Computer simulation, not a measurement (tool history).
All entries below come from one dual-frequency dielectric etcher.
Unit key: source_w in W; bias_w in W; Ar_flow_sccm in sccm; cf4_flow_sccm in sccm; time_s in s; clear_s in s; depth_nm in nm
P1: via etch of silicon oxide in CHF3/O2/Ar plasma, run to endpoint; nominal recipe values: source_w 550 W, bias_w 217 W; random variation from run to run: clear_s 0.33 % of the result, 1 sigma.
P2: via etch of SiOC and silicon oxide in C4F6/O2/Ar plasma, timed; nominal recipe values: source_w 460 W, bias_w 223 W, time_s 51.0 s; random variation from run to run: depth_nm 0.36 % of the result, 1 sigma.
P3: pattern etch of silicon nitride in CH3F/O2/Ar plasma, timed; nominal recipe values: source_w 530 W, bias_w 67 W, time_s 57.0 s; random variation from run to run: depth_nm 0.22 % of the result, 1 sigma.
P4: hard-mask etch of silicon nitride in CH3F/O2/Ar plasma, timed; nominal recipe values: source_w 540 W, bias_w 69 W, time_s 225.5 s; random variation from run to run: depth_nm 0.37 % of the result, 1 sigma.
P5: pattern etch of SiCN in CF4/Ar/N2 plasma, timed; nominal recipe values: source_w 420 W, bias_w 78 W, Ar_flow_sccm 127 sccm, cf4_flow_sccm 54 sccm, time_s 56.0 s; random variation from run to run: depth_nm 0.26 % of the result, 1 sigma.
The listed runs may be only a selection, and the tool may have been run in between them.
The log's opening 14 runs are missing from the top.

| run | hour | process | source_w | bias_w | Ar_flow_sccm | cf4_flow_sccm | time_s | clear_s | depth_nm |
|---|---|---|---|---|---|---|---|---|---|
| 15 | 214.6 | P3 | 530 | 48 |  |  | 57.0 |  | 37.606 |
| 16 | 229.6 | P3 | 690 | 67 |  |  | 57.0 |  | 46.265 |
| 17 | 244.5 | P4 | 540 | 69 |  |  | 305.0 |  | 226.230 |
|  | 247.5 | bias power generator calibrated |
| 18 | 254.4 | P1 | 550 | 257 |  |  |  | 228.08 |  |
| 19 | 265.0 | P3 | 530 | 67 |  |  | 31.5 |  | 23.057 |
| 20 | 275.4 | P1 | 340 | 217 |  |  |  | 289.56 |  |
| 21 | 285.9 | P1 | 690 | 168 |  |  |  | 241.84 |  |
| 22 | 304.3 | P2 | 460 | 223 |  |  | 70.5 |  | 95.108 |
| 23 | 323.0 | P5 | 420 | 97 | 127 | 54 | 56.0 |  | 46.490 |
| 24 | 342.4 | P4 | 540 | 51 |  |  | 225.5 |  | 150.930 |
| 25 | 359.6 | P1 | 550 | 217 |  |  |  | 242.88 |  |
| 26 | 375.3 | P1 | 550 | 217 |  |  |  | 241.50 |  |
| 27 | 394.4 | P4 | 760 | 69 |  |  | 225.5 |  | 191.350 |
| 28 | 412.1 | P2 | 460 | 223 |  |  | 51.0 |  | 69.295 |
| 29 | 424.6 | P5 | 420 | 78 | 127 | 54 | 56.0 |  | 42.831 |

What does the tool deliver on the next run?
| 30 | 436.2 | P1 | 550 | 153 |  |  |  | ? |  |

clear_s: 272.33 s
